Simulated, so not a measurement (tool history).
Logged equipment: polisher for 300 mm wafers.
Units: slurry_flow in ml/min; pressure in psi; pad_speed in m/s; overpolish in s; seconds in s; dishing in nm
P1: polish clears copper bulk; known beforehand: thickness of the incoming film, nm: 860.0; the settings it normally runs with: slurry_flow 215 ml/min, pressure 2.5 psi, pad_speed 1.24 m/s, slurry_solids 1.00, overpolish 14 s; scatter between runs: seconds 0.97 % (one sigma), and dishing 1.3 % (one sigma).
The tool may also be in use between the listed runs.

| run | hour | slurry_flow | pressure | pad_speed | slurry_solids | overpolish | seconds | dishing |
|---|---|---|---|---|---|---|---|---|
| 1 | 8.1 | 215 | 2.5 | 1.24 | 1.00 | 14 | 92.335 | 37.163 |
| 2 | 20.5 | 285 | 2.5 | 1.24 | 1.00 | 14 | 88.787 | 36.978 |
| 3 | 30.4 | 215 | 2.5 | 1.86 | 1.00 | 14 | 61.896 | 40.594 |
| 4 | 43.0 | 285 | 1.7 | 1.24 | 1.00 | 14 | 132.480 | 32.651 |
| 5 | 52.0 | 130 | 2.5 | 1.24 | 1.00 | 14 | 99.930 | 37.048 |
| 6 | 62.1 | 215 | 2.5 | 1.24 | 1.00 | 14 | 92.584 | 36.985 |
| 7 | 72.6 | 215 | 2.5 | 1.24 | 1.35 | 14 | 86.564 | 37.855 |
| 8 | 80.4 | 215 | 2.5 | 1.24 | 0.65 | 14 | 101.200 | 36.996 |
| 9 | 92.1 | 215 | 2.5 | 1.24 | 1.00 | 4 | 93.519 | 20.530 |
| 10 | 103.4 | 215 | 3.8 | 1.24 | 1.00 | 14 | 61.087 | 41.220 |
| 11 | 116.0 | 215 | 2.5 | 0.62 | 1.00 | 14 | 184.910 | 29.018 |
| 12 | 128.7 | 215 | 3.3 | 1.24 | 1.00 | 5 | 70.256 | 28.708 |
| 13 | 140.3 | 215 | 2.5 | 1.24 | 1.00 | 14 | 91.397 | 37.100 |
| 14 | 149.6 | 215 | 2.5 | 1.24 | 1.00 | 14 | 92.880 | 37.308 |
| 15 | 158.4 | 215 | 1.3 | 1.24 | 1.00 | 14 | 178.400 | 28.418 |
| 16 | 165.7 | 215 | 2.5 | 1.24 | 0.60 | 26 | 103.830 | 40.069 |
| 17 | 175.0 | 215 | 2.5 | 1.24 | 1.00 | 14 | 91.509 | 37.654 |
| 18 | 184.7 | 215 | 2.5 | 1.24 | 1.00 | 23 | 92.780 | 40.049 |
| 19 | 194.6 | 215 | 2.5 | 1.24 | 1.00 | 14 | 93.865 | 36.835 |
| 20 | 201.7 | 215 | 2.5 | 1.24 | 1.00 | 14 | 94.362 | 36.747 |
| 21 | 208.2 | 215 | 2.5 | 1.24 | 1.00 | 14 | 95.425 | 36.686 |
| 22 | 217.4 | 215 | 2.5 | 1.24 | 1.00 | 14 | 96.544 | 37.383 |
|  | 222.8 | head pressure recalibrated |
| 23 | 227.6 | 215 | 2.5 | 1.24 | 1.00 | 14 | 96.566 | 35.836 |
| 24 | 235.6 | 215 | 2.5 | 1.24 | 1.00 | 14 | 100.340 | 37.083 |
|  | 240.2 | slurry blender recalibrated |
| 25 | 241.5 | 215 | 2.5 | 1.24 | 1.00 | 14 | 96.745 | 37.124 |
| 26 | 249.4 | 215 | 2.5 | 1.24 | 1.00 | 14 | 98.499 | 36.282 |
| 27 | 259.8 | 215 | 2.5 | 1.24 | 1.00 | 14 | 99.177 | 36.188 |

P1 has crept away from where it was. The log is fitted equally well by each of these 2 causes, at the sizes shown:
A: removal rate lost through wear of the pad, % = 5.62
B: slurry flow missing at the pad, % = 32.3
At approximately hour 194.6, the process output began to creep.
All other causes, with the reason each is excluded:
head's pressure below its setpoint, %: was serviced at hour 222.8, once the creep was under way, yet the earlier output never came back
abrasive missing from the slurry, %: was serviced at hour 240.2, once the creep was under way, yet the earlier output never came back

The list below offers 4 check runs, each averaging the results of 5 wafers, and shows each result as a question mark. For which of them would the listed causes give clearly different results?
| check 1 | 270.2 | 130 | 1.5 | 1.24 | 1.00 | 14 | ? | ? |
| check 2 | 270.2 | 215 | 2.5 | 1.66 | 1.00 | 22 | ? | ? |
| check 3 | 270.2 | 215 | 3.6 | 1.24 | 0.65 | 14 | ? | ? |
| check 4 | 270.2 | 215 | 2.5 | 0.92 | 1.00 | 14 | ? | ? |

What every check run would give for each of its results, assuming each possible cause in turn:
| check | result | if A | if B |
|---|---|---|---|
| check 1 | seconds | 176.680 | 182.720 |
| check 1 | dishing | 28.591 | 28.140 |
| check 2 | seconds | 73.186 | 73.183 |
| check 2 | dishing | 40.327 | 40.327 |
| check 3 | seconds | 74.439 | 74.436 |
| check 3 | dishing | 39.724 | 39.724 |
| check 4 | seconds | 132.050 | 132.050 |
| check 4 | dishing | 33.429 | 33.429 |
Smallest distance between any two causes, each pair judged by its most separating result, in per cent: check 1 3.36 %; check 2 0 %; check 3 0 %; check 4 0 %
The causes can be told apart only by check 1. The other checks would give nearly the same results under each of them.

Then check 1 was run and gave: seconds 176.320 s; dishing 28.652 nm. Which cause is it?

The cause is A: removal rate lost through wear of the pad, %.
